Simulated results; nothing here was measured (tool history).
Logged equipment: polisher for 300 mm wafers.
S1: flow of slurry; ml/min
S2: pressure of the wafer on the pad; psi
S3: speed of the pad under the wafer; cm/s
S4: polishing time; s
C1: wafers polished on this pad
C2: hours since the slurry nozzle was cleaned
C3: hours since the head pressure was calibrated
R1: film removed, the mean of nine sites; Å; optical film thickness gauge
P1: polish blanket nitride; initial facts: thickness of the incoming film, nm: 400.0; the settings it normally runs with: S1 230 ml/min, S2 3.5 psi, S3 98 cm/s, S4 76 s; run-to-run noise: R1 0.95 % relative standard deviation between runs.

{"run": 1, "hour": 8.1, "S1": 230, "S2": 3.5, "S3": 98, "S4": 76, "C1": 381, "C2": 65.6, "C3": 887.4, "R1": 1014.7}
{"run": 2, "hour": 18.2, "S1": 230, "S2": 5.4, "S3": 98, "S4": 76, "C1": 469, "C2": 75.7, "C3": 897.5, "R1": 1536.0}
{"run": 3, "hour": 27.9, "S1": 325, "S2": 3.5, "S3": 122, "S4": 76, "C1": 554, "C2": 85.4, "C3": 907.2, "R1": 1257.9}
{"run": 4, "hour": 34.1, "S1": 230, "S2": 3.5, "S3": 98, "S4": 121, "C1": 609, "C2": 91.6, "C3": 913.4, "R1": 1601.7}
{"run": 5, "hour": 44.3, "S1": 140, "S2": 3.5, "S3": 98, "S4": 76, "C1": 698, "C2": 101.8, "C3": 923.6, "R1": 955.27}
{"run": 6, "hour": 50.9, "S1": 230, "S2": 3.5, "S3": 98, "S4": 76, "C1": 755, "C2": 108.4, "C3": 930.2, "R1": 1000.4}
{"run": 7, "hour": 57.6, "S1": 230, "S2": 3.5, "S3": 54, "S4": 76, "C1": 814, "C2": 115.1, "C3": 936.9, "R1": 637.31}
{"run": 8, "hour": 63.2, "S1": 230, "S2": 3.5, "S3": 98, "S4": 51, "C1": 863, "C2": 120.7, "C3": 942.5, "R1": 685.01}
{"run": 9, "hour": 69.8, "S1": 230, "S2": 3.5, "S3": 98, "S4": 76, "C1": 921, "C2": 127.3, "C3": 949.1, "R1": 990.72}
{"run": 10, "hour": 80.2, "S1": 295, "S2": 4.8, "S3": 98, "S4": 76, "C1": 1012, "C2": 137.7, "C3": 959.5, "R1": 1426.1}
{"run": 11, "hour": 88.4, "S1": 230, "S2": 3.5, "S3": 98, "S4": 76, "C1": 1083, "C2": 145.9, "C3": 967.7, "R1": 1010.8}
{"run": 12, "hour": 94.6, "S1": 230, "S2": 3.5, "S3": 98, "S4": 76, "C1": 1138, "C2": 152.1, "C3": 973.9, "R1": 1004.5}
{"run": 13, "hour": 100.7, "S1": 230, "S2": 3.5, "S3": 98, "S4": 76, "C1": 1191, "C2": 158.2, "C3": 980.0, "R1": 1009.4}
{"run": 14, "hour": 109.9, "S1": 305, "S2": 3.5, "S3": 98, "S4": 76, "C1": 1271, "C2": 167.4, "C3": 989.2, "R1": 1031.3}
{"run": 15, "hour": 120.5, "S1": 230, "S2": 3.5, "S3": 98, "S4": 76, "C1": 1364, "C2": 178.0, "C3": 999.8, "R1": 1019.6}
{"run": 16, "hour": 130.3, "S1": 230, "S2": 3.5, "S3": 140, "S4": 76, "C1": 1450, "C2": 187.8, "C3": 1009.6, "R1": 1334.4}
{"run": 17, "hour": 135.3, "S1": 230, "S2": 2.2, "S3": 98, "S4": 76, "C1": 1494, "C2": 192.8, "C3": 1014.6, "R1": 631.04}
{"run": 18, "hour": 142.9, "S1": 230, "S2": 3.5, "S3": 98, "S4": 76, "C1": 1560, "C2": 200.4, "C3": 1022.2, "R1": 1025.6}
{"run": 19, "hour": 152.8, "S1": 230, "S2": 3.5, "S3": 98, "S4": 76, "C1": 1647, "C2": 210.3, "C3": 1032.1, "R1": 979.68}
{"run": 20, "hour": 159.4, "S1": 230, "S2": 3.5, "S3": 98, "S4": 76, "C1": 1704, "C2": 216.9, "C3": 1038.7, "R1": 974.41}
{"run": 21, "hour": 164.5, "S1": 230, "S2": 3.5, "S3": 98, "S4": 76, "C1": 1749, "C2": 222.0, "C3": 1043.8, "R1": 977.01}
{"run": 22, "hour": 171.1, "S1": 230, "S2": 3.5, "S3": 98, "S4": 76, "C1": 1807, "C2": 228.6, "C3": 1050.4, "R1": 955.96}
{"hour": 178.1, "done": "worn pad replaced by a new one"}
{"run": 23, "hour": 181.5, "S1": 230, "S2": 3.5, "S3": 98, "S4": 76, "C1": 30, "C2": 239.0, "C3": 1060.8, "R1": 946.79}
{"run": 24, "hour": 189.8, "S1": 230, "S2": 3.5, "S3": 98, "S4": 76, "C1": 103, "C2": 247.3, "C3": 1069.1, "R1": 947.16}
{"run": 25, "hour": 198.7, "S1": 230, "S2": 3.5, "S3": 98, "S4": 76, "C1": 180, "C2": 256.2, "C3": 1078.0, "R1": 950.62}

P1 no longer gives what it gave before; its output has crept away from where it was. The following 2 causes, each at its listed size, fit the log equally well:
A: head's pressure below its setpoint, % = 6.13
B: slurry flow missing at the pad, % = 35.5
Onset of the creep was near hour 142.9.
Ruled out, with reasons:
removal rate lost through wear of the pad, %: serviced after onset, at hour 178.1, with no recovery of the prior output

Below are 4 check runs, each averaged over 5 wafers, with their results shown as question marks. Which of them would give clearly different results depending on which cause is behind the drift?
{"run": "check 1", "hour": 207.6, "S1": 230, "S2": 2.4, "S3": 98, "S4": 76, "R1": "?"}
{"run": "check 2", "hour": 207.6, "S1": 230, "S2": 3.5, "S3": 72, "S4": 76, "R1": "?"}
{"run": "check 3", "hour": 207.6, "S1": 230, "S2": 2.5, "S3": 98, "S4": 76, "R1": "?"}
{"run": "check 4", "hour": 207.6, "S1": 150, "S2": 3.5, "S3": 98, "S4": 76, "R1": "?"}

What every check run would give for each of its results, assuming each possible cause in turn:
check=check_1 result=R1 if_A=650.03 if_B=650.12
check=check_2 result=R1 if_A=740.75 if_B=740.85
check=check_3 result=R1 if_A=677.11 if_B=677.20
check=check_4 result=R1 if_A=891.69 if_B=865.13
Distance between the nearest two causes, measured in the result of the check that separates them most: check 1 0.01 %; check 2 0.01 %; check 3 0.01 %; check 4 3.02 %
Check 4 tells the causes apart: in the others they would give nearly the same result.

With check 4 done, the readings were: R1 859.93 Å. Identify which of the listed causes applies.

B is the cause: slurry flow missing at the pad, %.
